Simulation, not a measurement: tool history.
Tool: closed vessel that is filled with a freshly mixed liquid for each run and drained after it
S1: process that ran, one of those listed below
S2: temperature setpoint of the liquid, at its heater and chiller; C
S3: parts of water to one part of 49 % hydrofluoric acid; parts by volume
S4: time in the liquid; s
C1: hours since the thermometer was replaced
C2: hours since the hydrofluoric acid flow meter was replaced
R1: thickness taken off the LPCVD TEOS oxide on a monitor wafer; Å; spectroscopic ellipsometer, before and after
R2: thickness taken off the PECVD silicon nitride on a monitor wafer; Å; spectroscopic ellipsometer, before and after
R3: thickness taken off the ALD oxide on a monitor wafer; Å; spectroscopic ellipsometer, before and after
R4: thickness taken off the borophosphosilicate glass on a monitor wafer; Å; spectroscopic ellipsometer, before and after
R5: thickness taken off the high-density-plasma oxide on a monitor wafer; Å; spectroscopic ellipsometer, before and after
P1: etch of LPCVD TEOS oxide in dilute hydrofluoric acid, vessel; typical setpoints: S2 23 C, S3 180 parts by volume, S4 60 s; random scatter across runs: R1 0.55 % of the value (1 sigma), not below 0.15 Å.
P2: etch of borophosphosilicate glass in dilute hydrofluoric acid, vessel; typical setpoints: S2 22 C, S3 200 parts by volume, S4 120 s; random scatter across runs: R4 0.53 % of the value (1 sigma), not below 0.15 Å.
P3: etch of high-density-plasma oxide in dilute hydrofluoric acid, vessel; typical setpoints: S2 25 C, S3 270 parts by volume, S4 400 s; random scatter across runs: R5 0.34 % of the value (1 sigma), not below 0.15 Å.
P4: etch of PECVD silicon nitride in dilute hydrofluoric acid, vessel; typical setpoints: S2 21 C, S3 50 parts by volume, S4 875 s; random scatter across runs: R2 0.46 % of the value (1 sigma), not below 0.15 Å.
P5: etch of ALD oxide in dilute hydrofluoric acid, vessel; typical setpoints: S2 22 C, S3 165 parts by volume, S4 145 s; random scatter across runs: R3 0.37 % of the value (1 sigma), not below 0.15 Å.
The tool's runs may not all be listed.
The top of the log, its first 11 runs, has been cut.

run 12 hour=57.9 | S1=P1 S2=28.5 S3=180 S4=60 | C1=347.8 C2=879.1 | R1=204.03
run 13 hour=62.7 | S1=P5 S2=22 S3=165 S4=45 | C1=352.6 C2=883.9 | R3=22.778
run 14 hour=69 | S1=P1 S2=26.5 S3=180 S4=110 | C1=358.9 C2=890.2 | R1=343.65
run 15 hour=72.3 | S1=P1 S2=23 S3=180 S4=60 | C1=362.2 C2=893.5 | R1=164.83
run 16 hour=77.3 | S1=P3 S2=25 S3=385 S4=400 | C1=367.2 C2=898.5 | R5=43.87
run 17 hour=82.3 | S1=P2 S2=22 S3=355 S4=120 | C1=372.2 C2=903.5 | R4=164.36
run 18 hour=85.7 | S1=P3 S2=25 S3=270 S4=400 | C1=375.6 C2=906.9 | R5=70.405
run 19 hour=88.9 | S1=P1 S2=23 S3=180 S4=60 | C1=378.8 C2=910.1 | R1=164.25
run 20 hour=95.5 | S1=P3 S2=25 S3=270 S4=600 | C1=385.4 C2=916.7 | R5=105.43
run 21 hour=100.5 | S1=P4 S2=28.5 S3=50 S4=875 | C1=390.4 C2=921.7 | R2=740.75
run 22 hour=107.3 | S1=P2 S2=27 S3=200 S4=120 | C1=397.2 C2=928.5 | R4=408.65
run 23 hour=111.2 | S1=P4 S2=21 S3=70 S4=875 | C1=401.1 C2=932.4 | R2=323.93
run 24 hour=117.4 | S1=P5 S2=22 S3=165 S4=145 | C1=407.3 C2=938.6 | R3=73.697

What will run 25 give?
run 25 hour=120.4 | S1=P1 S2=23 S3=85 S4=60 | C1=410.3 C2=941.6 | R1=?

R1: 387.19 Å
